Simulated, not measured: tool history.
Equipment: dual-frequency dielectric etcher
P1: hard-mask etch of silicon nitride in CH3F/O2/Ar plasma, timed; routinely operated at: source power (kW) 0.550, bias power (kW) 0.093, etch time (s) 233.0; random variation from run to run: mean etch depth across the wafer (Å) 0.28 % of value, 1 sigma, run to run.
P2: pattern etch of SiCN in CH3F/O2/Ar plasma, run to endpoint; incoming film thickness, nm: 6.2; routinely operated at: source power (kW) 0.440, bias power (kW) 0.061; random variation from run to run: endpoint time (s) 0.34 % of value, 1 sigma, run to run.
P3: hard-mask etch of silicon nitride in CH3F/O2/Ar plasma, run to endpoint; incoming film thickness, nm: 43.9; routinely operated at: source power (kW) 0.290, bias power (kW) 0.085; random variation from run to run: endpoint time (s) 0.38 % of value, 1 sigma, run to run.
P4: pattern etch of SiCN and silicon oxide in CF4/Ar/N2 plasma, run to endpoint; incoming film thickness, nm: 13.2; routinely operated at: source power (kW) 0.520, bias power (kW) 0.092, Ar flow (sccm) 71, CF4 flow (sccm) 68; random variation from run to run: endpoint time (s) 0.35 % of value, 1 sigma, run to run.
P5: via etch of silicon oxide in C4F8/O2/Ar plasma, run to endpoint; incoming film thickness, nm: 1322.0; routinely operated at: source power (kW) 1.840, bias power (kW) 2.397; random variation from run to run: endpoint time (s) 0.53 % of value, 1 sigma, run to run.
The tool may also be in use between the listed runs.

run	hour	process that ran	source power (kW)	bias power (kW)	etch time (s)	Ar flow (sccm)	CF4 flow (sccm)	mean etch depth across the wafer (Å)	endpoint time (s)
1	11.5	P1	0.550	0.093	233.0			2027.0	
2	17.9	P1	0.660	0.074	233.0			2004.0	
3	27.7	P1	0.550	0.093	233.0			2012.0	
4	39.1	P2	0.440	0.061					16.784
5	49.0	P5	1.840	2.397					254.110
6	58.2	P1	0.550	0.059	233.0			1734.1	
7	68.9	P4	0.520	0.118		71	68		11.069
8	77.1	P1	0.750	0.093	233.0			2275.3	
9	86.3	P1	0.350	0.093	233.0			1708.2	
10	95.2	P3	0.370	0.085					63.231
11	101.0	P4	0.700	0.092		71	68		9.276
12	107.6	P4	0.520	0.092		71	68		12.080
13	113.2	P5	1.380	2.397					283.080
14	123.9	P4	0.520	0.092		91	68		12.534
15	131.3	P2	0.280	0.061					19.951
16	138.0	P3	0.290	0.085					69.528
17	144.6	P1	0.550	0.093	311.5			2694.9	
18	154.8	P1	0.550	0.125	233.0			2240.3	
19	165.2	P1	0.550	0.093	233.0			2025.1	
20	171.5	P3	0.290	0.085					69.503
21	180.3	P1	0.550	0.093	233.0			2024.9	
22	188.2	P5	1.840	1.704					282.730
23	194.2	P1	0.550	0.093	233.0			2018.9	
24	199.6	P1	0.550	0.093	233.0			2031.9	
25	209.8	P4	0.520	0.092		71	91		11.709
26	216.0	P3	0.290	0.052					82.507
27	223.0	P4	0.520	0.092		71	68		12.149
28	228.7	P1	0.390	0.093	335.0			2538.5	
29	236.2	P2	0.440	0.073					15.871
30	246.9	P1	0.550	0.093	182.5			1574.8	
31	255.3	P1	0.550	0.093	233.0			2012.5	
32	266.8	P1	0.550	0.093	233.0			2023.7	
33	275.3	P1	0.550	0.093	233.0			2016.7	
34	285.9	P1	0.550	0.093	233.0			1998.8	
35	294.1	P1	0.550	0.093	233.0			2000.7	
# hour 295.8: wet clean of the chamber
36	303.3	P1	0.550	0.093	233.0			2003.6	
37	310.9	P1	0.550	0.093	233.0			1993.7	
38	317.4	P1	0.550	0.093	233.0			1994.4	
39	325.2	P1	0.550	0.093	233.0			2002.7	
40	330.2	P1	0.550	0.093	233.0			1983.9	
41	335.5	P1	0.550	0.093	233.0			2001.8	
42	346.9	P1	0.550	0.093	233.0			1996.7	

What P1 gives has crept away from where it was. These 2 causes fit the log equally well, each at the size given:
A: bias power that arrives under what is set, % = 3.95
B: source power that arrives under what is set, % = 3.71
Creep in the process output first set in at about hour 266.8.
All other causes, with the reason each is excluded:
chamber walls in a state that lowers the etch rate, %: serviced at hour 295.8, which brought nothing back

4 check runs are offered, each on 2 wafers whose results are averaged, their results left as question marks. Which one tells the causes apart?
check 1	358.3	P2	0.340	0.070					?
check 2	358.3	P3	0.290	0.053					?
check 3	358.3	P4	0.680	0.092		71	89		?
check 4	358.3	P5	1.470	1.834					?

Outcome of each check run for each possible cause:
check	result	if A	if B
check 1	endpoint time (s)	17.9060	17.9040
check 2	endpoint time (s)	83.1530	83.2690
check 3	endpoint time (s)	9.3205	9.5164
check 4	endpoint time (s)	304.1700	305.2500
Gap, in per cent, between the two causes that each check separates least, read from the result that separates them most: check 1 0.01 %; check 2 0.14 %; check 3 2.08 %; check 4 0.36 %
Of the check runs offered, only check 3 discriminates between the causes; the rest would read about the same regardless of which cause applies.

Then check 3 was run and gave: endpoint time (s) 9.5186. Which cause is it?

Of the candidate causes, it is B: source power that arrives under what is set, %.

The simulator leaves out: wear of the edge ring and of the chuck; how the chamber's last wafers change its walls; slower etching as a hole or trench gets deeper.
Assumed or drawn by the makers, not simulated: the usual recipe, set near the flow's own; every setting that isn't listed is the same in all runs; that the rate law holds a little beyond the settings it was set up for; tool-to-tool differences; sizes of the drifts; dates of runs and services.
